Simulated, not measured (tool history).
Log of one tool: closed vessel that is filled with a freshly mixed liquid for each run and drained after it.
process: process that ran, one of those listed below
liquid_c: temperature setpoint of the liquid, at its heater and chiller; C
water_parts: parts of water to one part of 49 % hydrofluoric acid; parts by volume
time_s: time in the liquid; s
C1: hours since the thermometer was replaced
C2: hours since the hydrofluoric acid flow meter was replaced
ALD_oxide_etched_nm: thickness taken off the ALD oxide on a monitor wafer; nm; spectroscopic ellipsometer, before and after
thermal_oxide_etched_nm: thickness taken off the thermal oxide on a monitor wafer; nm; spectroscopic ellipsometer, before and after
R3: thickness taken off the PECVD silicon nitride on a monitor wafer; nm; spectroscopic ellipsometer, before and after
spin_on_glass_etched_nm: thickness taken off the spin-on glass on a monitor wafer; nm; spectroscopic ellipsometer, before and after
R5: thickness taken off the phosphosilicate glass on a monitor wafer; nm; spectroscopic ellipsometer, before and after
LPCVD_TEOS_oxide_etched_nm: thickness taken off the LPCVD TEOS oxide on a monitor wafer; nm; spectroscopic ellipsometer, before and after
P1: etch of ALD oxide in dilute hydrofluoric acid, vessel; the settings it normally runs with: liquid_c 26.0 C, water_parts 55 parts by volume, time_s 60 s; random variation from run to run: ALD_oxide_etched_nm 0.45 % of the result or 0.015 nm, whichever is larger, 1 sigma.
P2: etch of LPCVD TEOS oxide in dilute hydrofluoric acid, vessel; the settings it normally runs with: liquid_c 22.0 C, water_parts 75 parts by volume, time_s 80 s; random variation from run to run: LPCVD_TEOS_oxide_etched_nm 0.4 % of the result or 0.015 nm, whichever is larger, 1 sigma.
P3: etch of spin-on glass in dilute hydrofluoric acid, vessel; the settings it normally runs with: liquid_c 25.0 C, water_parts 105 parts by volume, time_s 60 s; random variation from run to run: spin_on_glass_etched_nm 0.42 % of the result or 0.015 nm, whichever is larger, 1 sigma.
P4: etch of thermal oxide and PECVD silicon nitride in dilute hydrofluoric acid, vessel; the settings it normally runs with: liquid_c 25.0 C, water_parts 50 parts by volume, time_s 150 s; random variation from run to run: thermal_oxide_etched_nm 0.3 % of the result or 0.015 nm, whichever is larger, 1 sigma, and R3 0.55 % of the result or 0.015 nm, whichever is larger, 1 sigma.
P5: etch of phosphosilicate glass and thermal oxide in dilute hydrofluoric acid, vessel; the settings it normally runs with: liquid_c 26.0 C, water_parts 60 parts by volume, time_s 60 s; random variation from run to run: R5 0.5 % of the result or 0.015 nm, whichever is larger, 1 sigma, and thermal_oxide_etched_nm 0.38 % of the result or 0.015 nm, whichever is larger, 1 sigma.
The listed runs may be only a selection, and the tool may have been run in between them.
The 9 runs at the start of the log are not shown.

{"run": 10, "hour": 61.3, "process": "P4", "liquid_c": 25.0, "water_parts": 50, "time_s": 150, "C1": 911.0, "C2": 389.8, "thermal_oxide_etched_nm": 16.02, "R3": 6.6115}
{"run": 11, "hour": 65.6, "process": "P1", "liquid_c": 32.0, "water_parts": 55, "time_s": 60, "C1": 915.3, "C2": 394.1, "ALD_oxide_etched_nm": 19.353}
{"run": 12, "hour": 69.9, "process": "P1", "liquid_c": 26.0, "water_parts": 55, "time_s": 60, "C1": 919.6, "C2": 398.4, "ALD_oxide_etched_nm": 15.253}
{"run": 13, "hour": 73.3, "process": "P4", "liquid_c": 25.0, "water_parts": 50, "time_s": 270, "C1": 923.0, "C2": 401.8, "thermal_oxide_etched_nm": 28.854, "R3": 11.807}
{"run": 14, "hour": 79.2, "process": "P3", "liquid_c": 25.0, "water_parts": 160, "time_s": 60, "C1": 928.9, "C2": 407.7, "spin_on_glass_etched_nm": 17.212}
{"run": 15, "hour": 84.5, "process": "P3", "liquid_c": 25.0, "water_parts": 105, "time_s": 30, "C1": 934.2, "C2": 413.0, "spin_on_glass_etched_nm": 13.946}
{"hour": 89.4, "done": "hydrofluoric acid flow meter replaced"}
{"run": 16, "hour": 90.2, "process": "P5", "liquid_c": 26.0, "water_parts": 60, "time_s": 60, "C1": 939.9, "C2": 0.8, "thermal_oxide_etched_nm": 5.3632, "R5": 89.57}
{"run": 17, "hour": 95.0, "process": "P2", "liquid_c": 18.0, "water_parts": 75, "time_s": 80, "C1": 944.7, "C2": 5.6, "LPCVD_TEOS_oxide_etched_nm": 25.183}
{"run": 18, "hour": 100.8, "process": "P2", "liquid_c": 22.0, "water_parts": 75, "time_s": 80, "C1": 950.5, "C2": 11.4, "LPCVD_TEOS_oxide_etched_nm": 29.724}
{"run": 19, "hour": 107.8, "process": "P1", "liquid_c": 22.5, "water_parts": 55, "time_s": 60, "C1": 957.5, "C2": 18.4, "ALD_oxide_etched_nm": 13.131}
{"run": 20, "hour": 114.8, "process": "P2", "liquid_c": 22.0, "water_parts": 105, "time_s": 80, "C1": 964.5, "C2": 25.4, "LPCVD_TEOS_oxide_etched_nm": 20.507}
{"run": 21, "hour": 119.2, "process": "P3", "liquid_c": 25.0, "water_parts": 105, "time_s": 60, "C1": 968.9, "C2": 29.8, "spin_on_glass_etched_nm": 27.894}
{"run": 22, "hour": 124.6, "process": "P1", "liquid_c": 26.0, "water_parts": 55, "time_s": 60, "C1": 974.3, "C2": 35.2, "ALD_oxide_etched_nm": 15.107}
{"run": 23, "hour": 131.1, "process": "P1", "liquid_c": 26.0, "water_parts": 55, "time_s": 60, "C1": 980.8, "C2": 41.7, "ALD_oxide_etched_nm": 15.173}
{"run": 24, "hour": 134.8, "process": "P5", "liquid_c": 26.0, "water_parts": 60, "time_s": 90, "C1": 984.5, "C2": 45.4, "thermal_oxide_etched_nm": 8.0551, "R5": 133.64}
{"run": 25, "hour": 141.0, "process": "P3", "liquid_c": 25.0, "water_parts": 105, "time_s": 60, "C1": 990.7, "C2": 51.6, "spin_on_glass_etched_nm": 27.743}
{"run": 26, "hour": 144.9, "process": "P2", "liquid_c": 22.0, "water_parts": 75, "time_s": 80, "C1": 994.6, "C2": 55.5, "LPCVD_TEOS_oxide_etched_nm": 29.779}

For run 27, what comes out?
{"run": 27, "hour": 148.7, "process": "P5", "liquid_c": 20.0, "water_parts": 60, "time_s": 60, "C1": 998.4, "C2": 59.3, "thermal_oxide_etched_nm": "?", "R5": "?"}

thermal_oxide_etched_nm: 4.1722 nm
R5: 70.060 nm
